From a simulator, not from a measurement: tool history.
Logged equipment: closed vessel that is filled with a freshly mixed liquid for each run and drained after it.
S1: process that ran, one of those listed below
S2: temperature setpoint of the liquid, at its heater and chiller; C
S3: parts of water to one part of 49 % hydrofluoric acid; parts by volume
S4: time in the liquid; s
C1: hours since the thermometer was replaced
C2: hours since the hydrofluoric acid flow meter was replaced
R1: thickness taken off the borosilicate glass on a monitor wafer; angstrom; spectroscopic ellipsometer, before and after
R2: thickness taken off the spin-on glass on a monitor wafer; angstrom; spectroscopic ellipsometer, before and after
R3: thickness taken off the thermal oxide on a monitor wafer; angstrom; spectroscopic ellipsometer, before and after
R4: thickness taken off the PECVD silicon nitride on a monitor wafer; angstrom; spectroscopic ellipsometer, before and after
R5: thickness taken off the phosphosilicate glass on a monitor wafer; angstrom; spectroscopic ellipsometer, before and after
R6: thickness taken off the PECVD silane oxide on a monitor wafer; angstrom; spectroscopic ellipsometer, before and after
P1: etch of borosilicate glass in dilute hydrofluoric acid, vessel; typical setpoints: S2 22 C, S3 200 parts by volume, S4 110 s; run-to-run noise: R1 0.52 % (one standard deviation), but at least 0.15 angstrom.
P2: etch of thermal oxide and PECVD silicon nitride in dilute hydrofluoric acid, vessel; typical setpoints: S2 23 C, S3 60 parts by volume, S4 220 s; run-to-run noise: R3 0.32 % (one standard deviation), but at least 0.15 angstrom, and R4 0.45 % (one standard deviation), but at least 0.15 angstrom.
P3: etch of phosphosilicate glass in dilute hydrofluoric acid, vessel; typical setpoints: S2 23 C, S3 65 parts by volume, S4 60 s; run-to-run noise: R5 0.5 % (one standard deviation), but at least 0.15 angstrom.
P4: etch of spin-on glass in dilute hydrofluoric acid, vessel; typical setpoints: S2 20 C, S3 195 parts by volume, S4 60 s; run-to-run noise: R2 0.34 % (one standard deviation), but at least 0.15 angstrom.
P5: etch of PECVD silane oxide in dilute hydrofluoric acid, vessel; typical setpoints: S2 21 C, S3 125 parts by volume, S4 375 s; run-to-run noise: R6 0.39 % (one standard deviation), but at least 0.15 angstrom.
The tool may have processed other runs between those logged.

| run | hour | S1 | S2 | S3 | S4 | C1 | C2 | R1 | R2 | R3 | R4 | R5 | R6 |
|---|---|---|---|---|---|---|---|---|---|---|---|---|---|
| 1 | 14.7 | P1 | 22 | 200 | 110 | 1125.4 | 383 | 119.49 |  |  |  |  |  |
| 2 | 28.5 | P1 | 22 | 200 | 110 | 1139.2 | 396.8 | 118.9 |  |  |  |  |  |
| 3 | 39.6 | P4 | 17 | 195 | 60 | 1150.3 | 407.9 |  | 137.45 |  |  |  |  |
| 4 | 54 | P2 | 30.5 | 60 | 220 | 1164.7 | 422.3 |  |  | 242.64 | 111.36 |  |  |
| 5 | 63 | P2 | 23 | 60 | 220 | 1173.7 | 431.3 |  |  | 179.16 | 68.234 |  |  |
| 6 | 74.9 | P1 | 22 | 200 | 160 | 1185.6 | 443.2 | 173.96 |  |  |  |  |  |
| 7 | 88.8 | P4 | 20 | 195 | 60 | 1199.5 | 457.1 |  | 153.95 |  |  |  |  |
| 8 | 102.6 | P1 | 28.5 | 200 | 110 | 1213.3 | 470.9 | 151.36 |  |  |  |  |  |
| 9 | 109.6 | P3 | 23 | 65 | 60 | 1220.3 | 477.9 |  |  |  |  | 557.9 |  |
| 10 | 125.1 | P1 | 22 | 200 | 45 | 1235.8 | 493.4 | 49.115 |  |  |  |  |  |
| 11 | 139.7 | P1 | 22 | 200 | 110 | 1250.4 | 508 | 118.8 |  |  |  |  |  |
| 12 | 155.2 | P1 | 22 | 200 | 110 | 1265.9 | 523.5 | 118.17 |  |  |  |  |  |
| 13 | 162.3 | P1 | 22 | 325 | 45 | 1273 | 530.6 | 26.921 |  |  |  |  |  |
| 14 | 170 | P4 | 20 | 335 | 60 | 1280.7 | 538.3 |  | 78.553 |  |  |  |  |
| 15 | 180.3 | P1 | 22 | 305 | 110 | 1291 | 548.6 | 69.597 |  |  |  |  |  |
| 16 | 188.5 | P4 | 20 | 195 | 60 | 1299.2 | 556.8 |  | 154.5 |  |  |  |  |
| 17 | 202.5 | P1 | 22 | 80 | 110 | 1313.2 | 570.8 | 342.38 |  |  |  |  |  |
| 18 | 216 | P5 | 21 | 125 | 375 | 1326.7 | 584.3 |  |  |  |  |  | 380.51 |
| 19 | 230 | P1 | 22 | 200 | 110 | 1340.7 | 598.3 | 120.65 |  |  |  |  |  |
| 20 | 240.1 | P1 | 22 | 200 | 110 | 1350.8 | 608.4 | 119.34 |  |  |  |  |  |
| 21 | 252.2 | P4 | 20 | 195 | 30 | 1362.9 | 620.5 |  | 77.038 |  |  |  |  |
| 22 | 265.2 | P1 | 18.5 | 200 | 35 | 1375.9 | 633.5 | 32.91 |  |  |  |  |  |
| 23 | 276.6 | P2 | 23 | 60 | 220 | 1387.3 | 644.9 |  |  | 179.13 | 68.522 |  |  |
| 24 | 289.3 | P3 | 29.5 | 65 | 60 | 1400 | 657.6 |  |  |  |  | 720.65 |  |
| 25 | 304.8 | P2 | 23 | 110 | 220 | 1415.5 | 673.1 |  |  | 91.794 | 37.891 |  |  |
| 26 | 317.2 | P5 | 21 | 125 | 375 | 1427.9 | 685.5 |  |  |  |  |  | 376.22 |
| 27 | 328.3 | P5 | 21 | 50 | 375 | 1439 | 696.6 |  |  |  |  |  | 1031.8 |
| 28 | 336.3 | P5 | 27.5 | 125 | 375 | 1447 | 704.6 |  |  |  |  |  | 489.01 |
| 29 | 350.5 | P3 | 23 | 65 | 100 | 1461.2 | 718.8 |  |  |  |  | 922.87 |  |
| 30 | 366.1 | P5 | 21 | 125 | 40 | 1476.8 | 734.4 |  |  |  |  |  | 40.53 |
| 31 | 381.8 | P3 | 23 | 110 | 60 | 1492.5 | 750.1 |  |  |  |  | 312.54 |  |
| 32 | 390.1 | P2 | 23 | 60 | 85 | 1500.8 | 758.4 |  |  | 69.199 | 26.118 |  |  |
| 33 | 404 | P1 | 18 | 200 | 110 | 1514.7 | 772.3 | 102.51 |  |  |  |  |  |
| 34 | 412.3 | P1 | 22 | 200 | 110 | 1523 | 780.6 | 118.75 |  |  |  |  |  |
| 35 | 426.4 | P1 | 22 | 200 | 110 | 1537.1 | 794.7 | 119.72 |  |  |  |  |  |
| 36 | 438.4 | P1 | 22 | 200 | 110 | 1549.1 | 806.7 | 123.35 |  |  |  |  |  |
| 37 | 448.3 | P1 | 22 | 200 | 110 | 1559 | 816.6 | 125.61 |  |  |  |  |  |
| 38 | 463.3 | P1 | 22 | 200 | 110 | 1574 | 831.6 | 128.54 |  |  |  |  |  |
| 39 | 477.5 | P1 | 22 | 200 | 110 | 1588.2 | 845.8 | 129.02 |  |  |  |  |  |
| 40 | 492.9 | P1 | 22 | 200 | 110 | 1603.6 | 861.2 | 128.48 |  |  |  |  |  |
| 41 | 501.2 | P1 | 22 | 200 | 110 | 1611.9 | 869.5 | 129.76 |  |  |  |  |  |
| 42 | 513.4 | P1 | 22 | 200 | 110 | 1624.1 | 881.7 | 129.63 |  |  |  |  |  |
| 43 | 524 | P1 | 22 | 200 | 110 | 1634.7 | 892.3 | 129.26 |  |  |  |  |  |

Compared with where it was, what P1 gives has crept away. Each cause listed below fits the log as well as the rest, at the size given for it:
A: liquid hotter than its thermometer reads (K) = 2.18
B: hydrofluoric acid flow above the setpoint (%) = 7
Creep in the process output first set in at about hour 426.4.

Listed below are the offered check runs, one wafer per run, with question marks in place of results. For which of them would the causes give clearly different outcomes?
| check 1 | 534.6 | P2 | 26 | 60 | 220 |  |  |  |  | ? | ? |  |  |
| check 2 | 534.6 | P5 | 27.5 | 125 | 225 |  |  |  |  |  |  |  | ? |
| check 3 | 534.6 | P4 | 17 | 195 | 35 |  |  |  | ? |  |  |  |  |
| check 4 | 534.6 | P3 | 28.5 | 65 | 90 |  |  |  |  |  |  | ? |  |

Predicted outcomes, by check and by cause:
| check | result | if A | if B |
|---|---|---|---|
| check 1 | R3 | 220.57 | 217.58 |
| check 1 | R4 | 95.995 | 88.953 |
| check 2 | R6 | 316.9 | 315.99 |
| check 3 | R2 | 86.916 | 86.338 |
| check 4 | R5 | 1132.2 | 1119.9 |
Per-check spread between the two closest causes, in the result where they differ most: check 1 7.62 %; check 2 0.29 %; check 3 0.67 %; check 4 1.08 %
Check 1 is the one run that separates the causes; every other check would come out nearly the same whichever cause is at work.

Here is what check 1 returned: R3 221.39 angstrom; R4 96.183 angstrom. Which cause is it?

It is A: liquid hotter than its thermometer reads (K).

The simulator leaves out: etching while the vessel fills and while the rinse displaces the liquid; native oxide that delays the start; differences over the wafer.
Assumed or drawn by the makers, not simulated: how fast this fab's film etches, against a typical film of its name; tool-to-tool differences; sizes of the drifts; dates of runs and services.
